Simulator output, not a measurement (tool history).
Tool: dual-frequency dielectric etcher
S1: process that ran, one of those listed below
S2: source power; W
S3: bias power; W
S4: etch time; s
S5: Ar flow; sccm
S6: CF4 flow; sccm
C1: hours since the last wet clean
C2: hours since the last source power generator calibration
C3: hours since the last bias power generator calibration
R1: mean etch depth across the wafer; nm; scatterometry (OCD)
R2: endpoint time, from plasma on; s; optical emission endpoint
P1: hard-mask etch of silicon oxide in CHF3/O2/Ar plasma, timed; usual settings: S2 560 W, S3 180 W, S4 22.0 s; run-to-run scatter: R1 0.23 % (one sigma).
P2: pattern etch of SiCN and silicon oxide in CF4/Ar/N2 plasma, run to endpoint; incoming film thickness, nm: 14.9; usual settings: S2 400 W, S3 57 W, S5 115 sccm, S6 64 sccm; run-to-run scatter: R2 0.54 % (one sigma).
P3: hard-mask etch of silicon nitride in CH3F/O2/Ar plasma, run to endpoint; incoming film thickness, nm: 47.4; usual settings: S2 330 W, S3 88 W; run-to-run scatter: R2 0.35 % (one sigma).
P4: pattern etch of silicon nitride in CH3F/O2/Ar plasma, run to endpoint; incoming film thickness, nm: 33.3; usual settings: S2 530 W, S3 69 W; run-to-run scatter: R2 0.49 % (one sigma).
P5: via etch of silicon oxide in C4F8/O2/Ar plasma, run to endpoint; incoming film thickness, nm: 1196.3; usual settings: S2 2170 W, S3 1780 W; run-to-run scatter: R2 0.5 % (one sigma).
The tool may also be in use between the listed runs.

run	day	S1	S2	S3	S4	S5	S6	C1	C2	C3	R1	R2
1	0.142	P1	560	180	22.0			286.6	615.3	392.3	42.970	
2	0.333	P5	2170	2298				291.2	619.9	396.9		223.880
3	0.529	P1	780	180	22.0			295.9	624.6	401.6	48.999	
4	0.688	P3	430	88				299.7	628.4	405.4		65.007
5	0.842	P2	400	57		77	64	303.4	632.1	409.1		20.035
6	1.079	P4	530	69				309.1	637.8	414.8		44.614
7	1.325	P1	560	180	22.0			315.0	643.7	420.7	42.822	
8	1.471	P2	400	57		115	64	318.5	647.2	424.2		21.467
9	1.638	P1	560	180	15.0			322.5	651.2	428.2	29.255	
10	1.762	P1	560	180	22.0			325.5	654.2	431.2	42.938	
11	1.967	P3	330	88				330.4	659.1	436.1		72.134
12	2.212	P4	340	69				336.3	665.0	442.0		52.745
13	2.379	P1	560	218	14.5			340.3	669.0	446.0	30.139	
14	2.571	P5	2170	1780				344.9	673.6	450.6		242.100
15	2.733	P2	400	57		115	64	348.8	677.5	454.5		21.401
16	2.904	P2	400	57		115	89	352.9	681.6	458.6		20.328
# day 2.942: bias power generator calibrated
17	3.117	P4	530	51				358.0	686.7	4.2		48.994
18	3.283	P1	560	180	22.0			362.0	690.7	8.2	42.809	
19	3.483	P2	230	57		115	64	366.8	695.5	13.0		35.031
20	3.692	P1	560	180	22.0			371.8	700.5	18.0	42.850	
21	3.825	P1	560	224	22.0			375.0	703.7	21.2	46.099	
22	4.029	P2	400	77		115	64	379.9	708.6	26.1		19.416
23	4.267	P1	560	219	17.5			385.6	714.3	31.8	36.461	
24	4.508	P1	560	180	32.0			391.4	720.1	37.6	62.314	
25	4.629	P1	560	123	22.0			394.3	723.0	40.5	37.916	
26	4.771	P5	1310	1780				397.7	726.4	43.9		298.090
27	4.904	P1	430	180	22.0			400.9	729.6	47.1	38.881	
28	5.133	P3	330	62				406.4	735.1	52.6		80.773
29	5.250	P1	560	180	22.0			409.2	737.9	55.4	42.858	
30	5.446	P1	560	180	22.0			413.9	742.6	60.1	43.184	
31	5.642	P1	560	180	22.0			418.6	747.3	64.8	43.410	
32	5.825	P1	560	180	22.0			423.0	751.7	69.2	43.523	
# day 5.946: wet clean of the chamber
33	6.004	P1	560	180	22.0			1.4	756.0	73.5	43.610	
34	6.133	P1	560	180	22.0			4.5	759.1	76.6	43.596	
35	6.250	P1	560	180	22.0			7.3	761.9	79.4	43.615	

What P1 gives has crept away from where it was. These 2 causes fit the log equally well, each at the size given:
A: bias power that arrives over what is set, % = 4.89
B: source power that arrives over what is set, % = 4.33
The creep began at about day 5.250.
Why every other cause is out:
chamber walls in a state that raises the etch rate, %: serviced at day 5.946, which brought nothing back

4 check runs are offered, each on 3 wafers whose results are averaged, their results left as question marks. Which one tells the causes apart?
check 1	6.367	P3	420	64								?
check 2	6.367	P5	1800	1780								?
check 3	6.367	P4	350	52								?
check 4	6.367	P2	340	57		115	85					?

What each check would give under each cause:
check	result	if A	if B
check 1	R2	71.996	71.975
check 2	R2	256.970	256.060
check 3	R2	56.403	56.345
check 4	R2	23.343	22.835
How far apart the two closest causes lie, in the result that separates them most: check 1 0.03 %; check 2 0.35 %; check 3 0.1 %; check 4 2.2 %
Check 4 tells the causes apart: in the others they would give nearly the same result.

Then check 4 was run and gave: R2 22.970 s. Which cause is it?

It is B: source power that arrives over what is set, %.
